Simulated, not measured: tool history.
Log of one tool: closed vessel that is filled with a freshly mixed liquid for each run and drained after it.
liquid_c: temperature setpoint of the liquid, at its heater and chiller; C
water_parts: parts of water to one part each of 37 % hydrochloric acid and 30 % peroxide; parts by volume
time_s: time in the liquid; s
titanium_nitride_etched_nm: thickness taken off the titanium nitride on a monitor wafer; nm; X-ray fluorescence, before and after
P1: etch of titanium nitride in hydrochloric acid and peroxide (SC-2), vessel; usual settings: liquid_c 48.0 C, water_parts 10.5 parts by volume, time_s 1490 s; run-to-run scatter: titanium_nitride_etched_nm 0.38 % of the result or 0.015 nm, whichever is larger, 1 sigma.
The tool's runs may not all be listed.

run	day	liquid_c	water_parts	time_s	hours since the thermometer was replaced	hours since the chemicals flow meter was replaced	hours since the drum of peroxide was connected	titanium_nitride_etched_nm
1	0.421	48.0	10.5	1490	1062.6	223.7	235.5	27.1570
2	0.867	63.0	10.5	1490	1073.3	234.4	246.2	71.7520
3	1.412	48.0	10.5	1490	1086.4	247.5	259.3	27.2670
4	1.821	48.0	10.5	1490	1096.2	257.3	269.1	27.4150
# day 2.350: new drum of peroxide connected
5	2.562	48.0	15.0	1490	1114.0	275.1	5.1	19.9530
6	3.108	48.0	10.5	1490	1127.1	288.2	18.2	27.0820
7	3.812	48.0	10.5	1490	1144.0	305.1	35.1	27.3640
8	4.492	35.0	10.5	250	1160.3	321.4	51.4	1.8026
9	5.000	40.5	10.5	1490	1172.5	333.6	63.6	16.1760
10	5.388	48.0	10.5	1490	1181.8	342.9	72.9	27.1210
11	5.996	48.0	10.5	75	1196.4	357.5	87.5	1.3380
12	6.679	48.0	4.0	1490	1212.8	373.9	103.9	56.4830
13	7.150	48.0	10.5	2895	1224.1	385.2	115.2	52.7140
14	7.725	48.0	10.5	1490	1237.9	399.0	129.0	27.2740
15	8.208	48.0	10.5	1490	1249.5	410.6	140.6	26.5500
16	8.812	48.0	10.5	1490	1264.0	425.1	155.1	25.6470
17	9.400	48.0	10.5	1490	1278.1	439.2	169.2	25.2860
# day 9.562: new drum of peroxide connected
18	9.942	48.0	10.5	1490	1291.1	452.2	9.2	25.0080
19	10.671	48.0	10.5	1490	1308.6	469.7	26.7	24.8750
20	11.067	48.0	10.5	1490	1318.1	479.2	36.2	24.7570

Run 21 comes next. What will it give?
21	11.617	48.0	10.5	1490	1331.3	492.4	49.4	?

titanium_nitride_etched_nm: 24.7380 nm

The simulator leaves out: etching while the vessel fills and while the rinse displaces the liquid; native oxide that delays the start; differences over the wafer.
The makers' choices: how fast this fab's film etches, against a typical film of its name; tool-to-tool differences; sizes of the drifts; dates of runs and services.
